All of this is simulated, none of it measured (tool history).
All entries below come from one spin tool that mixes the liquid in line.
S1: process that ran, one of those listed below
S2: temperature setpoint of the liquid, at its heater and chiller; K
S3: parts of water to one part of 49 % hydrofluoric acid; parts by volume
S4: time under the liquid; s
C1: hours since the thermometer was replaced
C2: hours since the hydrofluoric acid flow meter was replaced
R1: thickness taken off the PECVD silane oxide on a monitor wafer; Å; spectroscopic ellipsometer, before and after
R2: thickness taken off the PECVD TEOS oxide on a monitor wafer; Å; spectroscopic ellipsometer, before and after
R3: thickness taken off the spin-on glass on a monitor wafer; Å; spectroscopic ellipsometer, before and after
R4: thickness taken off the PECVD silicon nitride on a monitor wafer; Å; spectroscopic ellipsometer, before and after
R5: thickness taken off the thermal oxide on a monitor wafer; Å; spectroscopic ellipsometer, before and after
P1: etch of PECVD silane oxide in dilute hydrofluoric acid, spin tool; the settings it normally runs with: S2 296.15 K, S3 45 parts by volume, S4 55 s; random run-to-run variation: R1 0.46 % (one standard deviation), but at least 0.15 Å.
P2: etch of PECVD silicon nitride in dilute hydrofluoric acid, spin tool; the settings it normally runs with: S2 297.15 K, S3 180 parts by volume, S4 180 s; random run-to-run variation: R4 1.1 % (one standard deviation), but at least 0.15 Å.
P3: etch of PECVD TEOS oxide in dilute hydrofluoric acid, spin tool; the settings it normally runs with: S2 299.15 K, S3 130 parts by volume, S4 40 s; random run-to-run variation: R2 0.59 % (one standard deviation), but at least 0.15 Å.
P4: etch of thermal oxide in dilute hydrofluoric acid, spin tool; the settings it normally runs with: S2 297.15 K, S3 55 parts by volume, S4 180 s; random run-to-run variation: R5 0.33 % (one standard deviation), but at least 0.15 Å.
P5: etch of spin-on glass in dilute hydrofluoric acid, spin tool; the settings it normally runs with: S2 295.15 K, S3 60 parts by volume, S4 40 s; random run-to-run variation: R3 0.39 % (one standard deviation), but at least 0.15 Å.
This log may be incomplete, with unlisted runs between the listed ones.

run 1 hour=5.9 | S1=P1 S2=296.15 S3=45 S4=55 | C1=1581.2 C2=974.7 | R1=270.04
run 2 hour=12.2 | S1=P3 S2=305.65 S3=130 S4=40 | C1=1587.5 C2=981 | R2=67.954
run 3 hour=18.9 | S1=P5 S2=295.15 S3=60 S4=15 | C1=1594.2 C2=987.7 | R3=61.424
run 4 hour=26.7 | S1=P3 S2=299.15 S3=130 S4=40 | C1=1602 C2=995.5 | R2=53.56
run 5 hour=33.1 | S1=P2 S2=297.15 S3=180 S4=180 | C1=1608.4 C2=1001.9 | R4=23.187
run 6 hour=38.5 | S1=P5 S2=295.15 S3=60 S4=40 | C1=1613.8 C2=1007.3 | R3=162.99
run 7 hour=42.3 | S1=P1 S2=296.15 S3=75 S4=55 | C1=1617.6 C2=1011.1 | R1=156.46
run 8 hour=48.3 | S1=P4 S2=297.15 S3=20 S4=180 | C1=1623.6 C2=1017.1 | R5=456.03
run 9 hour=54.1 | S1=P5 S2=295.15 S3=110 S4=40 | C1=1629.4 C2=1022.9 | R3=83.531
run 10 hour=58.6 | S1=P1 S2=290.15 S3=25 S4=55 | C1=1633.9 C2=1027.4 | R1=383.5
run 11 hour=64.5 | S1=P2 S2=301.65 S3=180 S4=180 | C1=1639.8 C2=1033.3 | R4=29.578
run 12 hour=71.9 | S1=P1 S2=296.15 S3=45 S4=30 | C1=1647.2 C2=1040.7 | R1=146.87
run 13 hour=76.9 | S1=P2 S2=297.15 S3=280 S4=180 | C1=1652.2 C2=1045.7 | R4=14.972
run 14 hour=82 | S1=P4 S2=297.15 S3=55 S4=180 | C1=1657.3 C2=1050.8 | R5=158.55
run 15 hour=85.9 | S1=P2 S2=297.15 S3=180 S4=340 | C1=1661.2 C2=1054.7 | R4=43.073
run 16 hour=92.8 | S1=P1 S2=296.15 S3=45 S4=55 | C1=1668.1 C2=1061.6 | R1=269.95
run 17 hour=97.8 | S1=P1 S2=296.15 S3=45 S4=55 | C1=1673.1 C2=1066.6 | R1=270.84
run 18 hour=103.8 | S1=P4 S2=297.15 S3=55 S4=75 | C1=1679.1 C2=1072.6 | R5=65.843
run 19 hour=109.1 | S1=P3 S2=299.15 S3=130 S4=15 | C1=1684.4 C2=1077.9 | R2=19.921
run 20 hour=114.5 | S1=P3 S2=299.15 S3=25 S4=40 | C1=1689.8 C2=1083.3 | R2=322.27
run 21 hour=121.9 | S1=P5 S2=300.15 S3=60 S4=40 | C1=1697.2 C2=1090.7 | R3=200.77
run 22 hour=127.6 | S1=P1 S2=296.15 S3=45 S4=110 | C1=1702.9 C2=1096.4 | R1=540.98
run 23 hour=132.4 | S1=P1 S2=296.15 S3=45 S4=55 | C1=1707.7 C2=1101.2 | R1=270.15
run 24 hour=140.2 | S1=P1 S2=296.15 S3=20 S4=55 | C1=1715.5 C2=1109 | R1=628.06
run 25 hour=146.8 | S1=P1 S2=304.15 S3=45 S4=55 | C1=1722.1 C2=1115.6 | R1=371.74
run 26 hour=152.7 | S1=P2 S2=297.15 S3=180 S4=180 | C1=1728 C2=1121.5 | R4=22.996
run 27 hour=156.9 | S1=P1 S2=290.15 S3=45 S4=55 | C1=1732.2 C2=1125.7 | R1=209.13
run 28 hour=163.8 | S1=P4 S2=303.65 S3=55 S4=180 | C1=1739.1 C2=1132.6 | R5=203.94
run 29 hour=170.2 | S1=P1 S2=296.15 S3=45 S4=55 | C1=1745.5 C2=1139 | R1=270.23
run 30 hour=174.9 | S1=P1 S2=296.15 S3=45 S4=55 | C1=1750.2 C2=1143.7 | R1=279.19
run 31 hour=181.3 | S1=P1 S2=296.15 S3=45 S4=55 | C1=1756.6 C2=1150.1 | R1=285.98
run 32 hour=185.3 | S1=P1 S2=296.15 S3=45 S4=55 | C1=1760.6 C2=1154.1 | R1=289.89
run 33 hour=190.6 | S1=P1 S2=296.15 S3=45 S4=55 | C1=1765.9 C2=1159.4 | R1=291.9
run 34 hour=197.9 | S1=P1 S2=296.15 S3=45 S4=55 | C1=1773.2 C2=1166.7 | R1=295.73
run 35 hour=204.6 | S1=P1 S2=296.15 S3=45 S4=55 | C1=1779.9 C2=1173.4 | R1=296.29
run 36 hour=211.5 | S1=P1 S2=296.15 S3=45 S4=55 | C1=1786.8 C2=1180.3 | R1=295.9
run 37 hour=219 | S1=P1 S2=296.15 S3=45 S4=55 | C1=1794.3 C2=1187.8 | R1=296.84

What P1 gives has crept away from where it was. These 2 causes fit the log equally well, each at the size given:
A: liquid hotter than its thermometer reads (K) = 2.37
B: hydrofluoric acid flow above the setpoint (%) = 9.66
Creep in the process output first set in at about hour 170.2.

4 check runs are offered, each on 3 wafers whose results are averaged, their results left as question marks. Which one tells the causes apart?
run check 1 hour=226.5 | S1=P5 S2=299.15 S3=60 S4=40 | R3=?
run check 2 hour=226.5 | S1=P4 S2=297.15 S3=20 S4=75 | R5=?
run check 3 hour=226.5 | S1=P2 S2=297.15 S3=180 S4=290 | R4=?
run check 4 hour=226.5 | S1=P3 S2=304.15 S3=35 S4=40 | R2=?

Outcome of each check run for each possible cause:
check=check_1 result=R3 if_A=211.05 if_B=212.17
check=check_2 result=R5 if_A=209.13 if_B=208.15
check=check_3 result=R4 if_A=42.78 if_B=40.363
check=check_4 result=R2 if_A=301.23 if_B=302.51
Per check, the gap between the least separated pair of causes, taken in the result that splits them most: check 1 0.53 %; check 2 0.47 %; check 3 5.82 %; check 4 0.43 %
Only check 3 tells the causes apart: in the others they would give nearly the same result.

After running check 3, the following was obtained: R4 40.199 Å. Which cause does this point to?

The cause is B: hydrofluoric acid flow above the setpoint (%).

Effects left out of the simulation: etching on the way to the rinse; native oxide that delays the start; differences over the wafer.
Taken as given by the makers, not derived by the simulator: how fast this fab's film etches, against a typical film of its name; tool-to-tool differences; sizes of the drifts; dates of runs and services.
